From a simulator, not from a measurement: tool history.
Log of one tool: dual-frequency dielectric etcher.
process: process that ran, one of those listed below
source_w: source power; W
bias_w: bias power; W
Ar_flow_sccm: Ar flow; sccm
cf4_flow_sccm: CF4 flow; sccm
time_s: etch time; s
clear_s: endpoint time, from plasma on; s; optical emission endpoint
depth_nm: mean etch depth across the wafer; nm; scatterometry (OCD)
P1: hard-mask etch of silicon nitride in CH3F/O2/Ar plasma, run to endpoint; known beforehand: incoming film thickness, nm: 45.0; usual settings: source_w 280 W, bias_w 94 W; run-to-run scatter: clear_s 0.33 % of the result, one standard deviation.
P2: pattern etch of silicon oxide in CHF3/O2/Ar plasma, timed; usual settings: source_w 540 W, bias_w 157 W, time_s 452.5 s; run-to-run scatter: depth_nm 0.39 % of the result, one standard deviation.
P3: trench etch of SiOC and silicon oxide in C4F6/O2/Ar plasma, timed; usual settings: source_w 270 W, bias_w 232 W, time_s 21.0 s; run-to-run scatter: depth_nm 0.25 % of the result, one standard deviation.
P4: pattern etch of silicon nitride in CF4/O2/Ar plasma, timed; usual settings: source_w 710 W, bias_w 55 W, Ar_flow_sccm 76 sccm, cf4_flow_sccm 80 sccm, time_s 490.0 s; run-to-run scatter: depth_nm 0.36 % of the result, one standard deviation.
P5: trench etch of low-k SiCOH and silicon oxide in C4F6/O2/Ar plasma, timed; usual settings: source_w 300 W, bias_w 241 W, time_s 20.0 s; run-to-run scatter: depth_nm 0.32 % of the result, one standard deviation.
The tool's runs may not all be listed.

run    day  process  source_w  bias_w  Ar_flow_sccm  cf4_flow_sccm  time_s  hours since the last wet clean  hours since the last source power generator calibration  hours since the last bias power generator calibration  clear_s  depth_nm
  1  0.146       P1       280      94                                                                116.2                                                    752.9                                                 1825.3   67.982
  2  0.429       P1       380      94                                                                123.0                                                    759.7                                                 1832.1   60.573
  3  0.579       P4       710      55            76            110   490.0                           126.6                                                    763.3                                                 1835.7           1386.700
  4  0.800       P1       280     121                                                                131.9                                                    768.6                                                 1841.0   61.841
  5  1.017       P4       710      55            76             80   490.0                           137.1                                                    773.8                                                 1846.2           1335.300
  6  1.158       P3       270     232                                 21.0                           140.5                                                    777.2                                                 1849.6             38.115
  7  1.404       P3       270     167                                 21.0                           146.4                                                    783.1                                                 1855.5             34.230
  8  1.596       P1       280      94                                                                151.0                                                    787.7                                                 1860.1   67.916
  9  1.825       P1       280      67                                                                156.5                                                    793.2                                                 1865.6   76.874
 10  2.029       P4       710      55            76             80   723.5                           161.4                                                    798.1                                                 1870.5           1964.800
 11  2.225       P2       540     157                                349.0                           166.1                                                    802.8                                                 1875.2            633.880
 12  2.442       P1       280      94                                                                171.3                                                    808.0                                                 1880.4   67.782
 13  2.708       P5       390     241                                 20.0                           177.7                                                    814.4                                                 1886.8             66.211
 14  2.912       P5       300     195                                 20.0                           182.6                                                    819.3                                                 1891.7             55.872
 15  3.162       P1       190      94                                                                188.6                                                    825.3                                                 1897.7   78.335
     3.350  -- bias power generator calibrated
 16  3.429       P5       300     241                                 20.0                           195.0                                                    831.7                                                    2.0             59.973
 17  3.562       P4       710      78            76             80   490.0                           198.2                                                    834.9                                                    5.2           1523.400
 18  3.725       P1       280      94                                                                202.1                                                    838.8                                                    9.1   68.227
 19  3.996       P1       360      72                                                                208.6                                                    845.3                                                   15.6   68.192
 20  4.242       P1       390     127                                                                214.5                                                    851.2                                                   21.5   53.937
 21  4.438       P4       710      55            76             80   490.0                           219.2                                                    855.9                                                   26.2           1330.000
 22  4.646       P2       540     157                                452.5                           224.2                                                    860.9                                                   31.2            815.500
 23  4.812       P2       540     157                                452.5                           228.2                                                    864.9                                                   35.2            818.450
 24  4.996       P2       540     199                                452.5                           232.6                                                    869.3                                                   39.6            889.160
 25  5.267       P4       870      55            76             80   490.0                           239.1                                                    875.8                                                   46.1           1596.200
 26  5.396       P4       710      55            52             80   490.0                           242.2                                                    878.9                                                   49.2           1386.300
 27  5.554       P1       360      75                                                                246.0                                                    882.7                                                   53.0   67.566
 28  5.771       P5       300     241                                 27.5                           251.2                                                    887.9                                                   58.2             82.231
 29  6.004       P2       360     157                                452.5                           256.8                                                    893.5                                                   63.8            703.560
 30  6.150       P1       280      94                                                                260.3                                                    897.0                                                   67.3   67.929
 31  6.325       P3       270     232                                 27.0                           264.5                                                    901.2                                                   71.5             48.971
 32  6.454       P3       190     232                                 21.0                           267.6                                                    904.3                                                   74.6             33.501
 33  6.650       P5       300     241                                 20.0                           272.3                                                    909.0                                                   79.3             59.813

The next listed run, before its measurement:
 34  6.933       P1       280      94                                                                279.1                                                    915.8                                                   86.1        ?

Logged for run 34: clear_s 68.198 s.

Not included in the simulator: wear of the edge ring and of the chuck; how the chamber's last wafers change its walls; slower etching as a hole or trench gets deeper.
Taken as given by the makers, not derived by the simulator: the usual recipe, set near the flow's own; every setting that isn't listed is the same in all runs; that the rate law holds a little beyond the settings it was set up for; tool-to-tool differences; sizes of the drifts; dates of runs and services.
